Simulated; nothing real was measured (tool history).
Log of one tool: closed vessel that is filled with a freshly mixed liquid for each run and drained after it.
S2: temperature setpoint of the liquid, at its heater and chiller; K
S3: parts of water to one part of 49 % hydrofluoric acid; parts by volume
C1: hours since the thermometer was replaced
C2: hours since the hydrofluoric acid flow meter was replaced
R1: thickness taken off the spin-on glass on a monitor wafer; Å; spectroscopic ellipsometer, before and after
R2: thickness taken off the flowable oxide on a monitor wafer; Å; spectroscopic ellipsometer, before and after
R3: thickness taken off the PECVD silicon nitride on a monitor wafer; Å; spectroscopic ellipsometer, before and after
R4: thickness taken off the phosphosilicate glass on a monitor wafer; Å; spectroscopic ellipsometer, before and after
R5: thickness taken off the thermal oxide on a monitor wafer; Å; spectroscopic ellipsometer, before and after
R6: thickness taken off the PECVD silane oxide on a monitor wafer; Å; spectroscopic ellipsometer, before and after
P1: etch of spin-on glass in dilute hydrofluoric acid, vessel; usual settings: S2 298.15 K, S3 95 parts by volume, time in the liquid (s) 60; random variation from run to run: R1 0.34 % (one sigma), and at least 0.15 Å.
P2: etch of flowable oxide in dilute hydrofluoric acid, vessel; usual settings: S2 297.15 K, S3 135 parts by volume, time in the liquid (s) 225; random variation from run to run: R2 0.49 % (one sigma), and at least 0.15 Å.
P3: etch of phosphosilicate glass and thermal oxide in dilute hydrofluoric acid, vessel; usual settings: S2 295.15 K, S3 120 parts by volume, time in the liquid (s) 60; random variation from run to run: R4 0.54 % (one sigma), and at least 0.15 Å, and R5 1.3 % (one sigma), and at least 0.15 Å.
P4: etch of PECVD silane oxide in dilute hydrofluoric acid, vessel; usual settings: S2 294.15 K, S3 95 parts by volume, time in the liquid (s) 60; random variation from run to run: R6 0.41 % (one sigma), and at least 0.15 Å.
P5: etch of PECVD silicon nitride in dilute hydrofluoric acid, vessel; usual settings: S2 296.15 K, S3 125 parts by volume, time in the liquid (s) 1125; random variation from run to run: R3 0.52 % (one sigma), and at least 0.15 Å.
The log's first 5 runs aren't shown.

Run 6, day 1.942: process that ran P3, S2 300.15 K, S3 120 parts by volume, time in the liquid (s) 60; C1 249.2; C2 437.8. Result: R4 689.76 Å, R5 25.475 Å.
Run 7, day 2.258: process that ran P4, S2 294.15 K, S3 95 parts by volume, time in the liquid (s) 60; C1 256.8; C2 445.4. Result: R6 151.49 Å.
Run 8, day 2.546: process that ran P1, S2 290.65 K, S3 95 parts by volume, time in the liquid (s) 60; C1 263.7; C2 452.3. Result: R1 141.740 Å.
Run 9, day 2.788: process that ran P1, S2 298.15 K, S3 95 parts by volume, time in the liquid (s) 60; C1 269.5; C2 458.1. Result: R1 191.460 Å.
Run 10, day 3.012: process that ran P5, S2 296.15 K, S3 125 parts by volume, time in the liquid (s) 375; C1 274.9; C2 463.5. Result: R3 159.56 Å.
Run 11, day 3.429: process that ran P1, S2 298.15 K, S3 95 parts by volume, time in the liquid (s) 60; C1 284.9; C2 473.5. Result: R1 192.360 Å.
Run 12, day 3.675: process that ran P2, S2 297.15 K, S3 20 parts by volume, time in the liquid (s) 225; C1 290.8; C2 479.4. Result: R2 3755.30 Å.
Run 13, day 4.004: process that ran P3, S2 295.15 K, S3 120 parts by volume, time in the liquid (s) 60; C1 298.7; C2 487.3. Result: R4 564.79 Å, R5 21.674 Å.
At day 4.008: hydrofluoric acid flow meter replaced.
Run 14, day 4.433: process that ran P4, S2 294.15 K, S3 95 parts by volume, time in the liquid (s) 60; C1 309.0; C2 10.2. Result: R6 152.08 Å.
Run 15, day 4.762: process that ran P4, S2 294.15 K, S3 95 parts by volume, time in the liquid (s) 100; C1 316.9; C2 18.1. Result: R6 251.89 Å.
Run 16, day 5.058: process that ran P3, S2 295.15 K, S3 120 parts by volume, time in the liquid (s) 60; C1 324.0; C2 25.2. Result: R4 566.84 Å, R5 21.201 Å.
Run 17, day 5.550: process that ran P1, S2 304.65 K, S3 95 parts by volume, time in the liquid (s) 60; C1 335.8; C2 37.0. Result: R1 246.910 Å.
Run 18, day 5.796: process that ran P1, S2 298.15 K, S3 150 parts by volume, time in the liquid (s) 60; C1 341.7; C2 42.9. Result: R1 113.990 Å.
Run 19, day 6.246: process that ran P1, S2 298.15 K, S3 95 parts by volume, time in the liquid (s) 90; C1 352.5; C2 53.7. Result: R1 288.430 Å.
Run 20, day 6.608: process that ran P1, S2 298.15 K, S3 95 parts by volume, time in the liquid (s) 30; C1 361.2; C2 62.4. Result: R1 96.592 Å.
Run 21, day 7.042: process that ran P1, S2 298.15 K, S3 95 parts by volume, time in the liquid (s) 60; C1 371.6; C2 72.8. Result: R1 192.170 Å.
Run 22, day 7.317: process that ran P2, S2 297.15 K, S3 135 parts by volume, time in the liquid (s) 445; C1 378.2; C2 79.4. Result: R2 951.21 Å.
Run 23, day 7.779: process that ran P2, S2 297.15 K, S3 135 parts by volume, time in the liquid (s) 225; C1 389.3; C2 90.5. Result: R2 481.84 Å.
Run 24, day 8.171: process that ran P4, S2 294.15 K, S3 135 parts by volume, time in the liquid (s) 60; C1 398.7; C2 99.9. Result: R6 101.95 Å.
Run 25, day 8.521: process that ran P5, S2 290.15 K, S3 125 parts by volume, time in the liquid (s) 1125; C1 407.1; C2 108.3. Result: R3 322.90 Å.
Run 26, day 8.804: process that ran P1, S2 293.65 K, S3 95 parts by volume, time in the liquid (s) 30; C1 413.9; C2 115.1. Result: R1 80.644 Å.
Run 27, day 9.104: process that ran P3, S2 295.15 K, S3 120 parts by volume, time in the liquid (s) 30; C1 421.1; C2 122.3. Result: R4 284.21 Å, R5 10.823 Å.
Run 28, day 9.362: process that ran P4, S2 301.65 K, S3 95 parts by volume, time in the liquid (s) 60; C1 427.3; C2 128.5. Result: R6 204.50 Å.

The next listed run, before its measurement:
Run 29, day 9.688: process that ran P1, S2 298.15 K, S3 30 parts by volume, time in the liquid (s) 60; C1 435.1; C2 136.3. Result: R1 ?.

Run 29 gave R1 664.400 Å.
